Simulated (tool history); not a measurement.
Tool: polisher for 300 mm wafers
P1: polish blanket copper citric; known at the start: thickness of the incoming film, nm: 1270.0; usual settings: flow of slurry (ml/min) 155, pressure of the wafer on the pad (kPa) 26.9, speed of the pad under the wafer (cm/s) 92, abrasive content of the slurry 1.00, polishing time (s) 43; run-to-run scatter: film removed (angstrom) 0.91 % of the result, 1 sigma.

run	hour	flow of slurry (ml/min)	pressure of the wafer on the pad (kPa)	speed of the pad under the wafer (cm/s)	abrasive content of the slurry	polishing time (s)	wafers polished on this pad	hours since the slurry nozzle was cleaned	hours since the head pressure was calibrated	hours since the slurry blender was calibrated	film removed (angstrom)
1	16.0	155	26.9	92	1.00	43	1230	569.0	182.0	181.1	1308.50
2	33.1	155	39.3	92	1.00	43	1385	586.1	199.1	198.2	1891.20
# hour 34.9: head pressure recalibrated
3	47.3	155	26.9	92	1.00	43	1513	600.3	12.4	212.4	1302.90
4	64.8	155	26.9	92	1.20	43	1671	617.8	29.9	229.9	1356.60
5	74.9	155	26.9	92	1.00	68	1762	627.9	40.0	240.0	2044.90
6	84.4	230	26.9	92	1.00	43	1848	637.4	49.5	249.5	1373.00
7	96.6	155	26.9	92	1.00	43	1958	649.6	61.7	261.7	1282.60
8	109.8	155	26.9	134	1.00	43	2078	662.8	74.9	274.9	1897.40
9	123.4	120	26.9	92	1.00	53	2200	676.4	88.5	288.5	1531.80
10	139.3	155	15.2	92	1.00	43	2344	692.3	104.4	304.4	755.92
11	155.4	95	26.9	92	1.35	43	2489	708.4	120.5	320.5	1266.50
12	170.3	155	26.9	92	1.00	43	2624	723.3	135.4	335.4	1306.40
13	183.9	155	26.9	92	0.75	43	2747	736.9	149.0	349.0	1230.30
14	192.1	155	26.9	92	1.00	43	2821	745.1	157.2	357.2	1305.00
15	204.8	155	26.9	92	1.00	22	2936	757.8	169.9	369.9	662.97
16	213.4	155	26.9	42	1.00	43	3013	766.4	178.5	378.5	614.87
17	229.1	95	26.9	92	1.00	43	3155	782.1	194.2	394.2	1179.50
18	242.2	155	26.9	92	1.00	43	3273	795.2	207.3	407.3	1300.10
19	259.2	155	26.9	92	1.00	43	3427	812.2	224.3	424.3	1236.70
20	268.9	155	26.9	92	1.00	43	3514	821.9	234.0	434.0	1231.00
21	278.3	155	26.9	92	1.00	43	3599	831.3	243.4	443.4	1209.60
# hour 284.8: head pressure recalibrated
22	292.0	155	26.9	92	1.00	43	3723	845.0	7.2	457.1	1207.50
23	307.9	155	26.9	92	1.00	43	3867	860.9	23.1	473.0	1173.20
# hour 310.5: slurry blender recalibrated
24	321.9	155	26.9	92	1.00	43	3993	874.9	37.1	11.4	1157.50
25	338.4	155	26.9	92	1.00	43	4142	891.4	53.6	27.9	1189.50
26	346.3	155	26.9	92	1.00	43	4213	899.3	61.5	35.8	1176.70

What P1 gives has crept away from where it was. These 2 causes fit the log equally well, each at the size given:
A: removal rate lost through wear of the pad, % = 9.78
B: slurry flow missing at the pad, % = 38.8
The creep began at about hour 242.2.
Why every other cause is out:
head's pressure below its setpoint, %: serviced at hour 284.8, which brought nothing back
abrasive missing from the slurry, %: serviced at hour 310.5, which brought nothing back

4 check runs are offered, each on 5 wafers whose results are averaged, their results left as question marks. Which one tells the causes apart?
check 1	354.2	155	33.8	92	1.00	43					?
check 2	354.2	225	26.9	92	1.00	43					?
check 3	354.2	155	26.9	128	1.00	43					?
check 4	354.2	155	18.6	92	1.00	65					?

What each check would give under each cause:
check	result	if A	if B
check 1	film removed (angstrom)	1468.00	1468.00
check 2	film removed (angstrom)	1236.30	1273.70
check 3	film removed (angstrom)	1623.10	1623.00
check 4	film removed (angstrom)	1238.80	1238.80
How far apart the two closest causes lie, in the result that separates them most: check 1 0 %; check 2 2.98 %; check 3 0 %; check 4 0 %
Only check 2 tells the causes apart: in the others they would give nearly the same result.

Check 2 was then run and gave: film removed (angstrom) 1237.90. Which cause is it?

It is A: removal rate lost through wear of the pad, %.
